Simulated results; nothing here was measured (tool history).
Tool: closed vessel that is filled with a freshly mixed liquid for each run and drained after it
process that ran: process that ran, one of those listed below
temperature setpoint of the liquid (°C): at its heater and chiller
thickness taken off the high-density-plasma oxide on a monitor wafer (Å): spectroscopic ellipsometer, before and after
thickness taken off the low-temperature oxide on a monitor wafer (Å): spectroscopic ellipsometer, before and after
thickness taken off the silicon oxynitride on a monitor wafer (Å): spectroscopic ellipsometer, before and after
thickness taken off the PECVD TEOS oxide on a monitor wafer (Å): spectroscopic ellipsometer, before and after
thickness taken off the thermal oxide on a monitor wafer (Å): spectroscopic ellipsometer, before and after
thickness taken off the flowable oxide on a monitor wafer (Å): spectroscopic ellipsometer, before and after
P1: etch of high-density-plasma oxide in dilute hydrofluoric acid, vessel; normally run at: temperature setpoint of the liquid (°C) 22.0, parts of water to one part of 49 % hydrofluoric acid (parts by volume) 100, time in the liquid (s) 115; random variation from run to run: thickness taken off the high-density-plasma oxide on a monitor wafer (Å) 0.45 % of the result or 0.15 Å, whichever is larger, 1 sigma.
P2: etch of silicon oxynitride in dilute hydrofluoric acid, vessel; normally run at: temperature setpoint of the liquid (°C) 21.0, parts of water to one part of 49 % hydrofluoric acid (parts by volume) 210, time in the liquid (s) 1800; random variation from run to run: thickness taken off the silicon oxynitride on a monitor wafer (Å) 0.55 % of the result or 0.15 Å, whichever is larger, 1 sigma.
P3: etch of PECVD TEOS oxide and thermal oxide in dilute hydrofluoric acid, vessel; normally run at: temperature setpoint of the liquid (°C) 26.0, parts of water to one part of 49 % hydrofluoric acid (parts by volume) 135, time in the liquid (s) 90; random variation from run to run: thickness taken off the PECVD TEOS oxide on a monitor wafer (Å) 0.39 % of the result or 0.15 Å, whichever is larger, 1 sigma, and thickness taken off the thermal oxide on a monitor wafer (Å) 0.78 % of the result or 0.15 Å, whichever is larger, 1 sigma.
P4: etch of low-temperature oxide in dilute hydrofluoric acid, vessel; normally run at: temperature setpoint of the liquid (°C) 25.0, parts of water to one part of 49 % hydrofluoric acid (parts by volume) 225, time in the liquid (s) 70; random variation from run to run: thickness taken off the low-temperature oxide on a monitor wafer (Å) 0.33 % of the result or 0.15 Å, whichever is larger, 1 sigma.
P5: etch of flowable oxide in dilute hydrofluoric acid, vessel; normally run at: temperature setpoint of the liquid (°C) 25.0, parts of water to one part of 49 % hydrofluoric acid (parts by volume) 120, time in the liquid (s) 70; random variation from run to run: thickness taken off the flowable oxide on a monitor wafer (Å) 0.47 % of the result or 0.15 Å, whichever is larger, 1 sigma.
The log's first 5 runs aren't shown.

run,hour,process that ran,temperature setpoint of the liquid (°C),parts of water to one part of 49 % hydrofluoric acid (parts by volume),time in the liquid (s),hours since the thermometer was replaced,hours since the hydrofluoric acid flow meter was replaced,thickness taken off the high-density-plasma oxide on a monitor wafer (Å),thickness taken off the low-temperature oxide on a monitor wafer (Å),thickness taken off the silicon oxynitride on a monitor wafer (Å),thickness taken off the PECVD TEOS oxide on a monitor wafer (Å),thickness taken off the thermal oxide on a monitor wafer (Å),thickness taken off the flowable oxide on a monitor wafer (Å)
6,85.9,P4,25.0,225,70,262.8,413.8,,97.162,,,,
7,97.1,P2,21.0,210,1800,274.0,425.0,,,131.240,,,
8,110.6,P3,26.0,135,90,287.5,438.5,,,,93.158,33.519,
9,124.8,P3,31.5,135,90,301.7,452.7,,,,115.470,41.365,
10,143.6,P1,17.0,100,115,320.5,471.5,45.574,,,,,
11,160.2,P4,25.0,225,70,337.1,488.1,,97.837,,,,
12,179.1,P3,26.0,225,90,356.0,507.0,,,,50.825,18.487,
13,193.5,P2,21.0,85,1800,370.4,521.4,,,353.720,,,
14,212.3,P4,25.0,225,135,389.2,540.2,,186.960,,,,
15,223.6,P1,22.0,100,35,400.5,551.5,16.772,,,,,
16,235.7,P2,29.5,210,1800,412.6,563.6,,,188.910,,,
17,252.1,P1,22.0,25,115,429.0,580.0,243.110,,,,,
18,263.6,P1,22.0,140,115,440.5,591.5,38.017,,,,,
19,279.4,P5,33.5,120,70,456.3,607.3,,,,,,396.48
20,290.3,P3,26.0,135,30,467.2,618.2,,,,31.291,11.026,
21,300.7,P4,25.0,350,70,477.6,628.6,,55.433,,,,
22,314.2,P1,27.5,100,115,491.1,642.1,69.050,,,,,
23,330.2,P4,33.5,225,70,507.1,658.1,,130.370,,,,
24,348.7,P5,25.0,120,125,525.6,676.6,,,,,,513.55
25,362.8,P5,25.0,120,70,539.7,690.7,,,,,,288.08
26,377.4,P1,22.0,100,115,554.3,705.3,55.909,,,,,
27,392.4,P2,21.0,210,1800,569.3,720.3,,,130.570,,,
28,402.5,P2,21.0,210,495,579.4,730.4,,,35.925,,,

Run 29 comes next. What will it give?
29,417.4,P1,22.0,30,200,594.3,745.3,?,,,,,

Run 29 gave thickness taken off the high-density-plasma oxide on a monitor wafer (Å) 352.960.
